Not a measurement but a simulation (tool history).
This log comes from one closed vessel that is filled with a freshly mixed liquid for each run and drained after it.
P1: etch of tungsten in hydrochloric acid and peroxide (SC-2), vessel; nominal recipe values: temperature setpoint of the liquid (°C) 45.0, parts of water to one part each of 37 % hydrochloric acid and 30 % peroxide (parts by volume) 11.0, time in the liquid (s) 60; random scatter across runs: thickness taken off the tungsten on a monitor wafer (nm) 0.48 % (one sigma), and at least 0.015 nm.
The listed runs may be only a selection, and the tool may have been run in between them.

run	hour	temperature setpoint of the liquid (°C)	parts of water to one part each of 37 % hydrochloric acid and 30 % peroxide (parts by volume)	time in the liquid (s)	hours since the thermometer was replaced	hours since the chemicals flow meter was replaced	hours since the drum of peroxide was connected	thickness taken off the tungsten on a monitor wafer (nm)
1	5.4	45.0	11.0	60	155.2	64.3	230.0	5.5971
2	13.3	45.0	7.5	100	163.1	72.2	237.9	12.6610
# hour 20.9: new drum of peroxide connected
3	21.5	45.0	4.0	60	171.3	80.4	0.6	12.1260
4	28.8	45.0	11.0	85	178.6	87.7	7.9	7.9888
5	34.9	45.0	11.0	60	184.7	93.8	14.0	5.6377
6	41.2	45.0	11.0	60	191.0	100.1	20.3	5.5310
7	47.3	45.0	11.0	60	197.1	106.2	26.4	5.6102
8	54.6	45.0	11.0	30	204.4	113.5	33.7	2.7757
9	62.1	45.0	16.0	60	211.9	121.0	41.2	4.0138
10	66.1	54.0	17.5	60	215.9	125.0	45.2	6.7594
11	73.9	35.5	11.0	60	223.7	132.8	53.0	2.8611
12	81.6	35.0	11.0	30	231.4	140.5	60.7	1.3601
13	86.1	59.5	11.0	60	235.9	145.0	65.2	14.5270
14	90.5	45.0	11.0	60	240.3	149.4	69.6	5.5567
15	96.0	45.0	11.0	60	245.8	154.9	75.1	5.5968
16	103.4	45.0	11.0	60	253.2	162.3	82.5	5.5748

Run 17 comes next. What will it give?
17	109.6	45.0	11.0	60	259.4	168.5	88.7	?

Run 17 produced thickness taken off the tungsten on a monitor wafer (nm) 5.4373.
